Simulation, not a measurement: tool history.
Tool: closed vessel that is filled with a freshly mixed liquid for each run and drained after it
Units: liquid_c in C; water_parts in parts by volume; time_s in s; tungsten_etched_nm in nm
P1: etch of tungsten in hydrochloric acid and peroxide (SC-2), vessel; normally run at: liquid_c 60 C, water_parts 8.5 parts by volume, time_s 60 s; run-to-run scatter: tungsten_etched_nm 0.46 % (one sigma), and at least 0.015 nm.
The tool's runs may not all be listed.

run,hour,liquid_c,water_parts,time_s,hours since the thermometer was replaced,hours since the chemicals flow meter was replaced,hours since the drum of peroxide was connected,tungsten_etched_nm
1,8.5,60,8.5,60,1562.7,259.1,180.8,26.83
2,15.6,60,8.5,60,1569.8,266.2,187.9,27.016
# hour 23.5: new drum of peroxide connected
3,23.7,60,8.5,60,1577.9,274.3,0.2,26.768
4,30.7,44,8.5,60,1584.9,281.3,7.2,9.4435
5,39.7,60,8.5,60,1593.9,290.3,16.2,26.9
6,45.2,60,8.5,60,1599.4,295.8,21.7,26.684
7,50,60,14.5,30,1604.2,300.6,26.5,8.5385
8,54.9,60,8.5,110,1609.1,305.5,31.4,49.032
9,60.4,60,8.5,60,1614.6,311,36.9,26.712
10,69.6,69,8.5,60,1623.8,320.2,46.1,46.167
11,74.8,60,4,60,1629,325.4,51.3,47.453
12,83.4,60,15,60,1637.6,334,59.9,16.641
13,93.8,60,8.5,30,1648,344.4,70.3,13.322
14,98.8,60,8.5,60,1653,349.4,75.3,26.83
15,105,60,8.5,60,1659.2,355.6,81.5,26.026
16,114.1,60,8.5,60,1668.3,364.7,90.6,25.267

Run 17 comes next. What will it give?
17,123.3,60,8.5,60,1677.5,373.9,99.8,?

Run 17 gave tungsten_etched_nm 24.925 nm.

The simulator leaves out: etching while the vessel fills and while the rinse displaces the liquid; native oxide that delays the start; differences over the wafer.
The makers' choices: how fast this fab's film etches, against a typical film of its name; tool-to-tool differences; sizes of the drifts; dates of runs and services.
